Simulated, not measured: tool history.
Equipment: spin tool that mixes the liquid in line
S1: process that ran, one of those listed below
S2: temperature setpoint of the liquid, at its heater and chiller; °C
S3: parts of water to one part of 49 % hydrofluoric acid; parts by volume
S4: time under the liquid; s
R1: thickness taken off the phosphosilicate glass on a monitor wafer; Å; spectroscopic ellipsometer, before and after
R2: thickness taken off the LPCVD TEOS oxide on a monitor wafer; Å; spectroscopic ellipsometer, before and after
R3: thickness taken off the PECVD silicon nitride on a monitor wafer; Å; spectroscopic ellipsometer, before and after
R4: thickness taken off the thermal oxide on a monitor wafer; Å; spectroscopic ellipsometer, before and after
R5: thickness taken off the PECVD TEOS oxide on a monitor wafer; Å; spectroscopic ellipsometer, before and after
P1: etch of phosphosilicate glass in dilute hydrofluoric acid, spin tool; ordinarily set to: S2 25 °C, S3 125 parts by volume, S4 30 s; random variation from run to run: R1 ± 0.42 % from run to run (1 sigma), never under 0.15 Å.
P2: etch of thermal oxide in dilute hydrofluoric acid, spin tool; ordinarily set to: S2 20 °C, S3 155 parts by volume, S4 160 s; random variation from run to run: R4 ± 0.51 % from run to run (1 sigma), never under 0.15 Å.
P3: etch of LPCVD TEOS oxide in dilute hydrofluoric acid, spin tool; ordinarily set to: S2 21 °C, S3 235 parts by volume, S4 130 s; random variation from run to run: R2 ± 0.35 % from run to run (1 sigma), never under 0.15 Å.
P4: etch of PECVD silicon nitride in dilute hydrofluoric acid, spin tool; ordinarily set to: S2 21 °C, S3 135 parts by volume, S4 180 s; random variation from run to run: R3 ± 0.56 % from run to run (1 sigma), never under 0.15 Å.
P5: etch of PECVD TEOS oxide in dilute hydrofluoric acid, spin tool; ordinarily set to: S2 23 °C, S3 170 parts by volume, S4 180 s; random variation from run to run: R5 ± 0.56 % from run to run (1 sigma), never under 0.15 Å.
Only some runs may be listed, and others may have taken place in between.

run 1 hour=12.5 | S1=P1 S2=25 S3=125 S4=30 | R1=312.18
run 2 hour=21.9 | S1=P3 S2=21 S3=235 S4=130 | R2=96.816
run 3 hour=33.2 | S1=P1 S2=25 S3=35 S4=30 | R1=1256
run 4 hour=42.6 | S1=P1 S2=25 S3=125 S4=30 | R1=312.27
run 5 hour=53.8 | S1=P3 S2=17 S3=235 S4=130 | R2=83.191
run 6 hour=66 | S1=P1 S2=25 S3=125 S4=30 | R1=309.32
run 7 hour=79.6 | S1=P4 S2=21 S3=75 S4=180 | R3=86.703
run 8 hour=91.4 | S1=P2 S2=20 S3=155 S4=280 | R4=72.921
run 9 hour=101.9 | S1=P4 S2=21 S3=135 S4=180 | R3=48.852
run 10 hour=114.2 | S1=P2 S2=20 S3=155 S4=160 | R4=41.725
run 11 hour=121.5 | S1=P2 S2=17 S3=155 S4=160 | R4=36.811
run 12 hour=133.6 | S1=P5 S2=17 S3=170 S4=180 | R5=63.733
run 13 hour=145.6 | S1=P1 S2=29 S3=125 S4=30 | R1=362.44
run 14 hour=153.6 | S1=P1 S2=25 S3=125 S4=30 | R1=312.31
run 15 hour=165.8 | S1=P4 S2=28 S3=135 S4=180 | R3=76.994
run 16 hour=173.2 | S1=P1 S2=25 S3=125 S4=55 | R1=574.71
run 17 hour=184.5 | S1=P1 S2=25 S3=220 S4=30 | R1=158.69

Run 18 is up next; what results do you expect?
run 18 hour=192.7 | S1=P5 S2=23 S3=170 S4=180 | R5=?

{"run 18": {"R5": 80.574}}
